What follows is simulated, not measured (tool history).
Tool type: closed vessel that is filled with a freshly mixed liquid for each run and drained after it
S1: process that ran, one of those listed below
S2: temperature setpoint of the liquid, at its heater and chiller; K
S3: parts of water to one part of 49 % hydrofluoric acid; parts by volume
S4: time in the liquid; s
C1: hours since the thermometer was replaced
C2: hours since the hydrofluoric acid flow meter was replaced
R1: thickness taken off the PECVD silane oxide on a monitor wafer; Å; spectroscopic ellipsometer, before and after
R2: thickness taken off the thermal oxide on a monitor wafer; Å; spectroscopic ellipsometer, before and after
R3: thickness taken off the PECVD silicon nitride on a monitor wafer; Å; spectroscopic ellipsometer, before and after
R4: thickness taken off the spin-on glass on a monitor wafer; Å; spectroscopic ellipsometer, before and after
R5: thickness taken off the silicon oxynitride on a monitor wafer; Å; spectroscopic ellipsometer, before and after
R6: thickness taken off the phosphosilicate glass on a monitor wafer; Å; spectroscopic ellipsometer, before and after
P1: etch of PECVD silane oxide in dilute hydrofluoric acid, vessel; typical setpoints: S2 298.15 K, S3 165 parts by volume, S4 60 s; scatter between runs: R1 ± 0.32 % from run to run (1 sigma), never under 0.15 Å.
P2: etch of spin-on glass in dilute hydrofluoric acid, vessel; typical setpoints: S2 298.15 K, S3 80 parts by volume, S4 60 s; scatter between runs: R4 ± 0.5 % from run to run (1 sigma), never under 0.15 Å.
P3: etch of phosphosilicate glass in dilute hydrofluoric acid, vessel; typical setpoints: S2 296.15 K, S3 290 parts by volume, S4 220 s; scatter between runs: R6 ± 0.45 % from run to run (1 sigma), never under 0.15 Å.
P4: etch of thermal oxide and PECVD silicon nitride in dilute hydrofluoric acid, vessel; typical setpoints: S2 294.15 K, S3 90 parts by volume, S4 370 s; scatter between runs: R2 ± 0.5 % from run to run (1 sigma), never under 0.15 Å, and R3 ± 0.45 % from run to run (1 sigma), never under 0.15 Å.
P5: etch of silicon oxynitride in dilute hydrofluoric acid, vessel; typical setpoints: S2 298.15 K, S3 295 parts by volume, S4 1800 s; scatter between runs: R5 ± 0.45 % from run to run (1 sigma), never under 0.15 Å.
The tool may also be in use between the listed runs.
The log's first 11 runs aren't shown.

{"run": 12, "day": 6.704, "S1": "P4", "S2": 294.15, "S3": 90, "S4": 695, "C1": 1792.4, "C2": 341.1, "R2": 333.3, "R3": 233.31}
{"run": 13, "day": 7.154, "S1": "P1", "S2": 303.65, "S3": 165, "S4": 60, "C1": 1803.2, "C2": 351.9, "R1": 119.74}
{"run": 14, "day": 7.525, "S1": "P1", "S2": 298.15, "S3": 165, "S4": 30, "C1": 1812.1, "C2": 360.8, "R1": 49.342}
{"run": 15, "day": 7.954, "S1": "P1", "S2": 298.15, "S3": 295, "S4": 60, "C1": 1822.4, "C2": 371.1, "R1": 47.743}
{"run": 16, "day": 8.379, "S1": "P3", "S2": 296.15, "S3": 445, "S4": 220, "C1": 1832.6, "C2": 381.3, "R6": 198.38}
{"run": 17, "day": 8.812, "S1": "P3", "S2": 296.15, "S3": 290, "S4": 220, "C1": 1843.0, "C2": 391.7, "R6": 350.99}
{"run": 18, "day": 9.279, "S1": "P4", "S2": 294.15, "S3": 25, "S4": 370, "C1": 1854.2, "C2": 402.9, "R2": 700.28, "R3": 432.41}
{"run": 19, "day": 9.904, "S1": "P5", "S2": 298.15, "S3": 60, "S4": 1800, "C1": 1869.2, "C2": 417.9, "R5": 454.14}
{"run": 20, "day": 10.283, "S1": "P5", "S2": 298.15, "S3": 295, "S4": 1800, "C1": 1878.3, "C2": 427.0, "R5": 76.239}
{"run": 21, "day": 10.725, "S1": "P3", "S2": 292.15, "S3": 290, "S4": 220, "C1": 1888.9, "C2": 437.6, "R6": 302.06}
{"run": 22, "day": 11.308, "S1": "P1", "S2": 298.15, "S3": 165, "S4": 60, "C1": 1902.9, "C2": 451.6, "R1": 98.265}
{"run": 23, "day": 11.929, "S1": "P2", "S2": 294.15, "S3": 80, "S4": 60, "C1": 1917.8, "C2": 466.5, "R4": 299.16}
{"run": 24, "day": 12.458, "S1": "P3", "S2": 296.15, "S3": 290, "S4": 220, "C1": 1930.5, "C2": 479.2, "R6": 350.72}
{"run": 25, "day": 13.021, "S1": "P1", "S2": 298.15, "S3": 165, "S4": 95, "C1": 1944.0, "C2": 492.7, "R1": 155.07}
{"day": 13.375, "done": "thermometer replaced"}
{"run": 26, "day": 13.717, "S1": "P1", "S2": 292.65, "S3": 165, "S4": 60, "C1": 8.2, "C2": 509.4, "R1": 79.279}
{"run": 27, "day": 14.367, "S1": "P1", "S2": 294.15, "S3": 165, "S4": 30, "C1": 23.8, "C2": 525.0, "R1": 42.303}
{"run": 28, "day": 14.8, "S1": "P1", "S2": 298.15, "S3": 165, "S4": 60, "C1": 34.2, "C2": 535.4, "R1": 98.117}
{"run": 29, "day": 15.442, "S1": "P2", "S2": 298.15, "S3": 135, "S4": 60, "C1": 49.6, "C2": 550.8, "R4": 195.67}

Run 30 is up next; what results do you expect?
{"run": 30, "day": 16.1, "S1": "P1", "S2": 298.15, "S3": 165, "S4": 60, "C1": 65.4, "C2": 566.6, "R1": "?"}

{"run 30": {"R1": 98.51}}
